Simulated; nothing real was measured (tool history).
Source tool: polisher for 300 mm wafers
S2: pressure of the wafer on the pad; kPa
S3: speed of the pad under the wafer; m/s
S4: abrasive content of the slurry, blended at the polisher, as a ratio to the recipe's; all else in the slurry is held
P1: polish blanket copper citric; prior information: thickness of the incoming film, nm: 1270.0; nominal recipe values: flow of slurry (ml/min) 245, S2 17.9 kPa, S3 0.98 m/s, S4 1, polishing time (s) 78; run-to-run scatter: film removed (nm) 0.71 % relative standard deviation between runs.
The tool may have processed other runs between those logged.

Run 1, hour 2.5: flow of slurry (ml/min) 245, S2 17.9 kPa, S3 0.98 m/s, S4 1, polishing time (s) 78. Result: film removed (nm) 137.33.
Run 2, hour 5.6: flow of slurry (ml/min) 245, S2 17.9 kPa, S3 0.98 m/s, S4 1, polishing time (s) 78. Result: film removed (nm) 137.24.
Run 3, hour 10.1: flow of slurry (ml/min) 245, S2 22.8 kPa, S3 0.98 m/s, S4 1, polishing time (s) 119. Result: film removed (nm) 263.42.
Run 4, hour 12.6: flow of slurry (ml/min) 245, S2 17.9 kPa, S3 0.98 m/s, S4 1, polishing time (s) 112. Result: film removed (nm) 197.76.
Run 5, hour 15.2: flow of slurry (ml/min) 245, S2 17.9 kPa, S3 0.48 m/s, S4 1, polishing time (s) 78. Result: film removed (nm) 69.29.
Run 6, hour 19.1: flow of slurry (ml/min) 245, S2 17.9 kPa, S3 0.98 m/s, S4 1, polishing time (s) 78. Result: film removed (nm) 137.99.
At hour 22.4: head pressure recalibrated.
Run 7, hour 23.7: flow of slurry (ml/min) 245, S2 17.9 kPa, S3 0.98 m/s, S4 1.25, polishing time (s) 78. Result: film removed (nm) 142.
Run 8, hour 27.4: flow of slurry (ml/min) 245, S2 28.3 kPa, S3 0.98 m/s, S4 1, polishing time (s) 78. Result: film removed (nm) 214.11.
Run 9, hour 30.8: flow of slurry (ml/min) 245, S2 17.9 kPa, S3 0.98 m/s, S4 1, polishing time (s) 37. Result: film removed (nm) 65.057.
Run 10, hour 34.2: flow of slurry (ml/min) 245, S2 11 kPa, S3 1.4 m/s, S4 1, polishing time (s) 78. Result: film removed (nm) 122.53.
At hour 37.7: slurry nozzle cleaned.
Run 11, hour 38.6: flow of slurry (ml/min) 175, S2 17.9 kPa, S3 0.98 m/s, S4 1, polishing time (s) 78. Result: film removed (nm) 130.54.
Run 12, hour 43.3: flow of slurry (ml/min) 380, S2 17.9 kPa, S3 0.98 m/s, S4 1, polishing time (s) 78. Result: film removed (nm) 142.98.
Run 13, hour 46.1: flow of slurry (ml/min) 245, S2 12.4 kPa, S3 0.98 m/s, S4 1, polishing time (s) 78. Result: film removed (nm) 96.038.
Run 14, hour 51: flow of slurry (ml/min) 245, S2 17.9 kPa, S3 0.98 m/s, S4 1, polishing time (s) 78. Result: film removed (nm) 135.99.
Run 15, hour 54.5: flow of slurry (ml/min) 245, S2 17.9 kPa, S3 0.98 m/s, S4 0.7, polishing time (s) 78. Result: film removed (nm) 126.14.
Run 16, hour 56.7: flow of slurry (ml/min) 245, S2 17.9 kPa, S3 0.98 m/s, S4 1, polishing time (s) 78. Result: film removed (nm) 137.33.
Run 17, hour 60.8: flow of slurry (ml/min) 245, S2 17.9 kPa, S3 0.98 m/s, S4 1, polishing time (s) 78. Result: film removed (nm) 136.07.
Run 18, hour 63.9: flow of slurry (ml/min) 245, S2 17.9 kPa, S3 1.5 m/s, S4 1, polishing time (s) 78. Result: film removed (nm) 207.89.
Run 19, hour 66.7: flow of slurry (ml/min) 245, S2 17.9 kPa, S3 0.98 m/s, S4 1, polishing time (s) 78. Result: film removed (nm) 137.94.
Run 20, hour 70.2: flow of slurry (ml/min) 245, S2 17.9 kPa, S3 0.98 m/s, S4 1, polishing time (s) 78. Result: film removed (nm) 133.39.
Run 21, hour 73: flow of slurry (ml/min) 245, S2 17.9 kPa, S3 0.98 m/s, S4 1, polishing time (s) 78. Result: film removed (nm) 132.72.
At hour 77.8: head pressure recalibrated.
Run 22, hour 77.9: flow of slurry (ml/min) 245, S2 17.9 kPa, S3 0.98 m/s, S4 1, polishing time (s) 78. Result: film removed (nm) 130.44.
At hour 82.2: worn pad replaced by a new one.
Run 23, hour 82.6: flow of slurry (ml/min) 245, S2 17.9 kPa, S3 0.98 m/s, S4 1, polishing time (s) 78. Result: film removed (nm) 128.23.
Run 24, hour 85.3: flow of slurry (ml/min) 245, S2 17.9 kPa, S3 0.98 m/s, S4 1, polishing time (s) 78. Result: film removed (nm) 126.27.
Run 25, hour 89.9: flow of slurry (ml/min) 245, S2 17.9 kPa, S3 0.98 m/s, S4 1, polishing time (s) 78. Result: film removed (nm) 127.46.
Run 26, hour 92.6: flow of slurry (ml/min) 245, S2 17.9 kPa, S3 0.98 m/s, S4 1, polishing time (s) 78. Result: film removed (nm) 127.29.

The log shows P1 creeping away from where it was. Any of the 2 causes listed here, at the size stated for it, fits the log just as well as the others:
A: slurry flow missing at the pad, % = 39.8
B: abrasive missing from the slurry, % = 28.7
The gradual shift began around hour 66.7.
Excluded causes, each with its reason:
removal rate lost through wear of the pad, %: maintenance at hour 82.2, after the shift began, did not return the process to its former output
head's pressure below its setpoint, %: maintenance at hour 77.8, after the shift began, did not return the process to its former output

The list below offers 4 check runs, each averaging the results of 5 wafers, and shows each result as a question mark. For which of them would the listed causes give clearly different results?
Run check 1, hour 95.3: flow of slurry (ml/min) 245, S2 17.9 kPa, S3 1.46 m/s, S4 1, polishing time (s) 44. Result: film removed (nm) ?.
Run check 2, hour 95.3: flow of slurry (ml/min) 245, S2 26.9 kPa, S3 1.24 m/s, S4 1, polishing time (s) 78. Result: film removed (nm) ?.
Run check 3, hour 95.3: flow of slurry (ml/min) 375, S2 13.8 kPa, S3 0.98 m/s, S4 1, polishing time (s) 78. Result: film removed (nm) ?.
Run check 4, hour 95.3: flow of slurry (ml/min) 245, S2 17.9 kPa, S3 0.58 m/s, S4 1, polishing time (s) 78. Result: film removed (nm) ?.

How each check would come out, cause by cause:
  check             result    if A    if B
check 1  film removed (nm)  106.33  106.33
check 2  film removed (nm)  239.15  239.16
check 3  film removed (nm)  105.38  102.92
check 4  film removed (nm)  77.051  77.054
Gap, in per cent, between the two causes that each check separates least, read from the result that separates them most: check 1 0 %; check 2 0 %; check 3 2.36 %; check 4 0 %
Only in check 3 would the causes give clearly different results; in the remaining checks their results would be nearly the same.

Running check 3 produced the following: film removed (nm) 103.27. Which one of the listed causes fits?

It is B: abrasive missing from the slurry, %.
